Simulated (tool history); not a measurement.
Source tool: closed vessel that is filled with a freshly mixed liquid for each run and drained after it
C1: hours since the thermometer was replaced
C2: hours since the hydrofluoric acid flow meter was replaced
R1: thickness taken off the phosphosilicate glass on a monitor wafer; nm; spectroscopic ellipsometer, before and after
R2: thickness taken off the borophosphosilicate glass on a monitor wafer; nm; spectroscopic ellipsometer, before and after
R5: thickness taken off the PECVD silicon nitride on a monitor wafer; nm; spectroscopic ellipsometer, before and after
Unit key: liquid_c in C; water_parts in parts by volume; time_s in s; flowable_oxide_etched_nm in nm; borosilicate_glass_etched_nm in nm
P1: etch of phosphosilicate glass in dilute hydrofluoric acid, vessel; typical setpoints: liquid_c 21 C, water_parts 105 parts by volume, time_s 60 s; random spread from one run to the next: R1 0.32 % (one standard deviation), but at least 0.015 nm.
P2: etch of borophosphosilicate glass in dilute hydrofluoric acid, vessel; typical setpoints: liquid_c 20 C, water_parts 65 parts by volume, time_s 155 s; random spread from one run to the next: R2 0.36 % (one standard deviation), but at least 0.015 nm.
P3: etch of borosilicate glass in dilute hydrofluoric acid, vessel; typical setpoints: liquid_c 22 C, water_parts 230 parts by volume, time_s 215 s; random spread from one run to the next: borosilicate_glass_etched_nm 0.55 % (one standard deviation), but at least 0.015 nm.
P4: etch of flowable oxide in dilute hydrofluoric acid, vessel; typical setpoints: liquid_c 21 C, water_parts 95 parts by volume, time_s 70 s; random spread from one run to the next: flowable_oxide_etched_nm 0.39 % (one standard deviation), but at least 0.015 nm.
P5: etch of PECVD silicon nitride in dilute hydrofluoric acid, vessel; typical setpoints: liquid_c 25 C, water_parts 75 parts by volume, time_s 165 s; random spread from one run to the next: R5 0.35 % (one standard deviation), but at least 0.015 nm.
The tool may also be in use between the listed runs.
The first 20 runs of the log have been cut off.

Run 21, day 6.804: process P5, liquid_c 19 C, water_parts 75 parts by volume, time_s 165 s; C1 736.5; C2 586.9. Result: R5 6.1466 nm.
Run 22, day 7.221: process P3, liquid_c 22 C, water_parts 230 parts by volume, time_s 30 s; C1 746.5; C2 596.9. Result: borosilicate_glass_etched_nm 3.9791 nm.
Run 23, day 7.538: process P1, liquid_c 21 C, water_parts 105 parts by volume, time_s 30 s; C1 754.1; C2 604.5. Result: R1 50.079 nm.
Run 24, day 7.738: process P2, liquid_c 17 C, water_parts 65 parts by volume, time_s 155 s; C1 758.9; C2 609.3. Result: R2 46.342 nm.
Run 25, day 7.942: process P1, liquid_c 17 C, water_parts 105 parts by volume, time_s 85 s; C1 763.8; C2 614.2. Result: R1 119.67 nm.
Run 26, day 8.221: process P1, liquid_c 17 C, water_parts 105 parts by volume, time_s 60 s; C1 770.5; C2 620.9. Result: R1 84.755 nm.
Run 27, day 8.458: process P4, liquid_c 21 C, water_parts 95 parts by volume, time_s 70 s; C1 776.2; C2 626.6. Result: flowable_oxide_etched_nm 23.196 nm.
Run 28, day 8.721: process P3, liquid_c 22 C, water_parts 45 parts by volume, time_s 215 s; C1 782.5; C2 632.9. Result: borosilicate_glass_etched_nm 180.17 nm.
Run 29, day 8.942: process P1, liquid_c 21 C, water_parts 105 parts by volume, time_s 60 s; C1 787.8; C2 638.2. Result: R1 100.49 nm.
Run 30, day 9.154: process P1, liquid_c 27.5 C, water_parts 145 parts by volume, time_s 60 s; C1 792.9; C2 643.3. Result: R1 89.182 nm.
Run 31, day 9.583: process P5, liquid_c 25 C, water_parts 135 parts by volume, time_s 165 s; C1 803.2; C2 653.6. Result: R5 5.1215 nm.
Run 32, day 9.808: process P4, liquid_c 21 C, water_parts 95 parts by volume, time_s 35 s; C1 808.6; C2 659. Result: flowable_oxide_etched_nm 11.566 nm.

Predict the results of run 33:
Run 33, day 10.142: process P3, liquid_c 22 C, water_parts 230 parts by volume, time_s 215 s; C1 816.6; C2 667. Result: borosilicate_glass_etched_nm ?.

borosilicate_glass_etched_nm: 28.57 nm
